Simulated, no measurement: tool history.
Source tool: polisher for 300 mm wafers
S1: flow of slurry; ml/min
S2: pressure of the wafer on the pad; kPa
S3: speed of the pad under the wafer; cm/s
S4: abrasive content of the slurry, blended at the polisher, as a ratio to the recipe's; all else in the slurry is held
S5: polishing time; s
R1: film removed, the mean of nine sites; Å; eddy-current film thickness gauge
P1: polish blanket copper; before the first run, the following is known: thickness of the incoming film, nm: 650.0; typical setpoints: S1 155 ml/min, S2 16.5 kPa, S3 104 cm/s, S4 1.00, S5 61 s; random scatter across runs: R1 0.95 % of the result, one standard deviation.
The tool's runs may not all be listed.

run 1 hour=5.1 | S1=155 S2=16.5 S3=104 S4=1.00 S5=61 | R1=1364.40
run 2 hour=10.3 | S1=155 S2=16.5 S3=104 S4=1.00 S5=61 | R1=1343.70
run 3 hour=15.3 | S1=95 S2=16.5 S3=104 S4=1.00 S5=61 | R1=1238.60
run 4 hour=19.4 | S1=155 S2=8.3 S3=104 S4=1.00 S5=61 | R1=667.46
run 5 hour=23.8 | S1=155 S2=16.5 S3=104 S4=1.00 S5=61 | R1=1358.70
run 6 hour=29.0 | S1=155 S2=16.5 S3=104 S4=0.65 S5=61 | R1=1229.10
run 7 hour=32.8 | S1=155 S2=16.5 S3=150 S4=1.00 S5=61 | R1=1946.00
run 8 hour=37.4 | S1=155 S2=16.5 S3=104 S4=1.50 S5=61 | R1=1484.20
run 9 hour=41.1 | S1=155 S2=16.5 S3=104 S4=1.00 S5=61 | R1=1343.80
run 10 hour=48.2 | S1=155 S2=16.5 S3=104 S4=1.00 S5=29 | R1=635.31
run 11 hour=53.6 | S1=155 S2=22.1 S3=104 S4=1.00 S5=61 | R1=1816.30
run 12 hour=60.5 | S1=155 S2=7.6 S3=104 S4=1.00 S5=81 | R1=821.64
run 13 hour=64.6 | S1=205 S2=16.5 S3=104 S4=1.00 S5=61 | R1=1406.60
run 14 hour=69.7 | S1=155 S2=16.5 S3=104 S4=1.00 S5=61 | R1=1333.00
run 15 hour=73.8 | S1=155 S2=16.5 S3=104 S4=1.00 S5=61 | R1=1333.80
run 16 hour=80.2 | S1=95 S2=10.3 S3=104 S4=1.00 S5=61 | R1=759.85
run 17 hour=86.5 | S1=155 S2=16.5 S3=104 S4=1.00 S5=94 | R1=2065.50
run 18 hour=91.0 | S1=155 S2=16.5 S3=48 S4=1.00 S5=61 | R1=628.95
run 19 hour=96.6 | S1=155 S2=16.5 S3=104 S4=1.00 S5=61 | R1=1372.40
run 20 hour=103.3 | S1=155 S2=16.5 S3=104 S4=1.00 S5=61 | R1=1282.10
run 21 hour=108.4 | S1=155 S2=16.5 S3=104 S4=1.00 S5=61 | R1=1251.80
-- hour=108.5 slurry blender recalibrated
run 22 hour=113.9 | S1=155 S2=16.5 S3=104 S4=1.00 S5=61 | R1=1237.30

Run 23 has not been measured yet. What should we expect?
-- hour=117.9 head pressure recalibrated
run 23 hour=117.9 | S1=155 S2=16.5 S3=104 S4=1.00 S5=61 | R1=?

{"run 23": {"R1": 1264.7}}
